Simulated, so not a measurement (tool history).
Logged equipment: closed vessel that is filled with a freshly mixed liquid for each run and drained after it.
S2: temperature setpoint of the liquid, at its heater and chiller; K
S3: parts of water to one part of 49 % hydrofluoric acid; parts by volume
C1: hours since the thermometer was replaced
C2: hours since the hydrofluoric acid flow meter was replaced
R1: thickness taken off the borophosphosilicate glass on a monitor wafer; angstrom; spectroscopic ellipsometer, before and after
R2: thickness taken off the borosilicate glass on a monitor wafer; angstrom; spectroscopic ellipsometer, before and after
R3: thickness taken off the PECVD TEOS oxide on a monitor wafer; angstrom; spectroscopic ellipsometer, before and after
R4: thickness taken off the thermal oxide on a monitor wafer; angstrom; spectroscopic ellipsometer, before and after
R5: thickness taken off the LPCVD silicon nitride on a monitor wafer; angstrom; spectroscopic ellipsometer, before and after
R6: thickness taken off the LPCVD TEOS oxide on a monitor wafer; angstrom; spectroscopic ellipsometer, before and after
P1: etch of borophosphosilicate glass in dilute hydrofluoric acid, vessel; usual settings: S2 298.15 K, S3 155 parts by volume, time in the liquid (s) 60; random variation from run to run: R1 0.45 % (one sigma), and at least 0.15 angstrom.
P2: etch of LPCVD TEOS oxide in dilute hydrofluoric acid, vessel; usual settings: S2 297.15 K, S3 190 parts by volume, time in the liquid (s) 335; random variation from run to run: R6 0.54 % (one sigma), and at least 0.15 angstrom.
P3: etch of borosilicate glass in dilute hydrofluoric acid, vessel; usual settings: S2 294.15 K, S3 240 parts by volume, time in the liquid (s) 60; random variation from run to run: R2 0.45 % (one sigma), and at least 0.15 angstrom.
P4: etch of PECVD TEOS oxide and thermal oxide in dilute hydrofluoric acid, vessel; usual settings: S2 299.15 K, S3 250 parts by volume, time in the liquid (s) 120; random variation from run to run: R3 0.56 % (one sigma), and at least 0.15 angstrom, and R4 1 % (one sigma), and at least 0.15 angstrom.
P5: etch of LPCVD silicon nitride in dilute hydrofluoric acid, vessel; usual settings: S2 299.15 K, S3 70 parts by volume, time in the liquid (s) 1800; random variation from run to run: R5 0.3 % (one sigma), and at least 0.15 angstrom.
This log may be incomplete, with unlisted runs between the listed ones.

{"run": 1, "hour": 12.2, "process that ran": "P1", "S2": 298.15, "S3": 155, "time in the liquid (s)": 60, "C1": 526.8, "C2": 137.1, "R1": 142.48}
{"run": 2, "hour": 29.2, "process that ran": "P1", "S2": 298.15, "S3": 25, "time in the liquid (s)": 60, "C1": 543.8, "C2": 154.1, "R1": 1048.3}
{"run": 3, "hour": 41.1, "process that ran": "P1", "S2": 298.15, "S3": 155, "time in the liquid (s)": 60, "C1": 555.7, "C2": 166, "R1": 142.96}
{"run": 4, "hour": 51.7, "process that ran": "P3", "S2": 294.15, "S3": 240, "time in the liquid (s)": 60, "C1": 566.3, "C2": 176.6, "R2": 63.558}
{"run": 5, "hour": 63.8, "process that ran": "P4", "S2": 299.15, "S3": 250, "time in the liquid (s)": 180, "C1": 578.4, "C2": 188.7, "R3": 84.183, "R4": 30.857}
{"run": 6, "hour": 74.4, "process that ran": "P5", "S2": 299.15, "S3": 70, "time in the liquid (s)": 1800, "C1": 589, "C2": 199.3, "R5": 160.45}
{"run": 7, "hour": 88.6, "process that ran": "P2", "S2": 297.15, "S3": 190, "time in the liquid (s)": 335, "C1": 603.2, "C2": 213.5, "R6": 273.34}
{"run": 8, "hour": 103.3, "process that ran": "P2", "S2": 297.15, "S3": 190, "time in the liquid (s)": 585, "C1": 617.9, "C2": 228.2, "R6": 479.3}
{"run": 9, "hour": 119.9, "process that ran": "P3", "S2": 300.65, "S3": 240, "time in the liquid (s)": 60, "C1": 634.5, "C2": 244.8, "R2": 79.441}
{"run": 10, "hour": 138.2, "process that ran": "P1", "S2": 298.15, "S3": 155, "time in the liquid (s)": 60, "C1": 652.8, "C2": 263.1, "R1": 142.37}
{"run": 11, "hour": 151.3, "process that ran": "P1", "S2": 298.15, "S3": 155, "time in the liquid (s)": 60, "C1": 665.9, "C2": 276.2, "R1": 141.82}
{"run": 12, "hour": 167.7, "process that ran": "P1", "S2": 298.15, "S3": 155, "time in the liquid (s)": 115, "C1": 682.3, "C2": 292.6, "R1": 273.14}
{"run": 13, "hour": 184.2, "process that ran": "P5", "S2": 303.15, "S3": 70, "time in the liquid (s)": 1800, "C1": 698.8, "C2": 309.1, "R5": 208.72}
{"run": 14, "hour": 203.1, "process that ran": "P1", "S2": 298.15, "S3": 155, "time in the liquid (s)": 30, "C1": 717.7, "C2": 328, "R1": 71.793}
{"run": 15, "hour": 213.5, "process that ran": "P3", "S2": 294.15, "S3": 240, "time in the liquid (s)": 85, "C1": 728.1, "C2": 338.4, "R2": 90.214}
{"run": 16, "hour": 226.9, "process that ran": "P1", "S2": 304.15, "S3": 155, "time in the liquid (s)": 60, "C1": 741.5, "C2": 351.8, "R1": 177.56}
{"run": 17, "hour": 236.6, "process that ran": "P2", "S2": 297.15, "S3": 105, "time in the liquid (s)": 335, "C1": 751.2, "C2": 361.5, "R6": 542.48}
{"run": 18, "hour": 252.0, "process that ran": "P2", "S2": 303.65, "S3": 190, "time in the liquid (s)": 335, "C1": 766.6, "C2": 376.9, "R6": 343.7}
{"run": 19, "hour": 269.7, "process that ran": "P4", "S2": 299.15, "S3": 250, "time in the liquid (s)": 120, "C1": 784.3, "C2": 394.6, "R3": 56.327, "R4": 19.671}
{"run": 20, "hour": 283.6, "process that ran": "P1", "S2": 298.15, "S3": 100, "time in the liquid (s)": 100, "C1": 798.2, "C2": 408.5, "R1": 391.24}
{"run": 21, "hour": 301.5, "process that ran": "P4", "S2": 299.15, "S3": 420, "time in the liquid (s)": 120, "C1": 816.1, "C2": 426.4, "R3": 28.273, "R4": 10.179}
{"run": 22, "hour": 313.9, "process that ran": "P1", "S2": 305.15, "S3": 215, "time in the liquid (s)": 60, "C1": 828.5, "C2": 438.8, "R1": 122.86}
{"hour": 319.1, "done": "thermometer replaced"}
{"run": 23, "hour": 328.4, "process that ran": "P4", "S2": 303.65, "S3": 250, "time in the liquid (s)": 120, "C1": 9.3, "C2": 453.3, "R3": 65.556, "R4": 22.847}
{"run": 24, "hour": 337.8, "process that ran": "P3", "S2": 294.15, "S3": 240, "time in the liquid (s)": 60, "C1": 18.7, "C2": 462.7, "R2": 63.492}
{"run": 25, "hour": 348.3, "process that ran": "P4", "S2": 299.15, "S3": 250, "time in the liquid (s)": 120, "C1": 29.2, "C2": 473.2, "R3": 55.994, "R4": 19.903}
{"run": 26, "hour": 360.9, "process that ran": "P5", "S2": 299.15, "S3": 30, "time in the liquid (s)": 1800, "C1": 41.8, "C2": 485.8, "R5": 369.87}
{"run": 27, "hour": 369.7, "process that ran": "P3", "S2": 294.15, "S3": 440, "time in the liquid (s)": 60, "C1": 50.6, "C2": 494.6, "R2": 28.987}
{"run": 28, "hour": 384.6, "process that ran": "P5", "S2": 299.15, "S3": 70, "time in the liquid (s)": 2775, "C1": 65.5, "C2": 509.5, "R5": 247.6}
{"run": 29, "hour": 397.7, "process that ran": "P1", "S2": 298.15, "S3": 265, "time in the liquid (s)": 60, "C1": 78.6, "C2": 522.6, "R1": 74.404}
{"run": 30, "hour": 407.8, "process that ran": "P1", "S2": 290.65, "S3": 155, "time in the liquid (s)": 60, "C1": 88.7, "C2": 532.7, "R1": 106.4}
{"run": 31, "hour": 425.4, "process that ran": "P1", "S2": 298.15, "S3": 155, "time in the liquid (s)": 60, "C1": 106.3, "C2": 550.3, "R1": 142.15}
{"run": 32, "hour": 436.9, "process that ran": "P1", "S2": 298.15, "S3": 155, "time in the liquid (s)": 60, "C1": 117.8, "C2": 561.8, "R1": 146.81}
{"run": 33, "hour": 447.8, "process that ran": "P1", "S2": 298.15, "S3": 155, "time in the liquid (s)": 60, "C1": 128.7, "C2": 572.7, "R1": 149.33}
{"run": 34, "hour": 458.5, "process that ran": "P1", "S2": 298.15, "S3": 155, "time in the liquid (s)": 60, "C1": 139.4, "C2": 583.4, "R1": 150.69}
{"run": 35, "hour": 475.2, "process that ran": "P1", "S2": 298.15, "S3": 155, "time in the liquid (s)": 60, "C1": 156.1, "C2": 600.1, "R1": 152.08}
{"run": 36, "hour": 488.7, "process that ran": "P1", "S2": 298.15, "S3": 155, "time in the liquid (s)": 60, "C1": 169.6, "C2": 613.6, "R1": 154.58}
{"run": 37, "hour": 503.3, "process that ran": "P1", "S2": 298.15, "S3": 155, "time in the liquid (s)": 60, "C1": 184.2, "C2": 628.2, "R1": 153.46}
{"run": 38, "hour": 517.4, "process that ran": "P1", "S2": 298.15, "S3": 155, "time in the liquid (s)": 60, "C1": 198.3, "C2": 642.3, "R1": 154.18}
{"run": 39, "hour": 529.7, "process that ran": "P1", "S2": 298.15, "S3": 155, "time in the liquid (s)": 60, "C1": 210.6, "C2": 654.6, "R1": 154.54}

P1 no longer gives what it gave before; its output has crept away from where it was. The following 2 causes, each at its listed size, fit the log equally well:
A: hydrofluoric acid flow above the setpoint (%) = 6.97
B: liquid hotter than its thermometer reads (K) = 2.13
The onset of the drift is placed at about hour 425.4.

Which of the 4 check runs listed below separates the causes, so that each cause would produce a clearly different result? Each run uses one wafer, and its results are marked with question marks.
{"run": "check 1", "hour": 542.0, "process that ran": "P5", "S2": 299.15, "S3": 70, "time in the liquid (s)": 1800, "R5": "?"}
{"run": "check 2", "hour": 542.0, "process that ran": "P4", "S2": 299.15, "S3": 250, "time in the liquid (s)": 120, "R3": "?", "R4": "?"}
{"run": "check 3", "hour": 542.0, "process that ran": "P2", "S2": 297.15, "S3": 190, "time in the liquid (s)": 335, "R6": "?"}
{"run": "check 4", "hour": 542.0, "process that ran": "P3", "S2": 294.15, "S3": 240, "time in the liquid (s)": 60, "R2": "?"}

Outcome of each check run for each possible cause:
check=check_1 result=R5 if_A=171.92 if_B=184.83
check=check_2 result=R3 if_A=61.013 if_B=60.324
check=check_2 result=R4 if_A=21.8 if_B=21.554
check=check_3 result=R6 if_A=295.29 if_B=294.52
check=check_4 result=R2 if_A=68.756 if_B=68.475
Smallest distance between any two causes, each pair judged by its most separating result, in per cent: check 1 7.24 %; check 2 1.14 %; check 3 0.26 %; check 4 0.41 %
Only check 1 tells the causes apart: in the others they would give nearly the same result.

Here is what check 1 returned: R5 184.51 angstrom. Which cause is it?

The cause is B: liquid hotter than its thermometer reads (K).

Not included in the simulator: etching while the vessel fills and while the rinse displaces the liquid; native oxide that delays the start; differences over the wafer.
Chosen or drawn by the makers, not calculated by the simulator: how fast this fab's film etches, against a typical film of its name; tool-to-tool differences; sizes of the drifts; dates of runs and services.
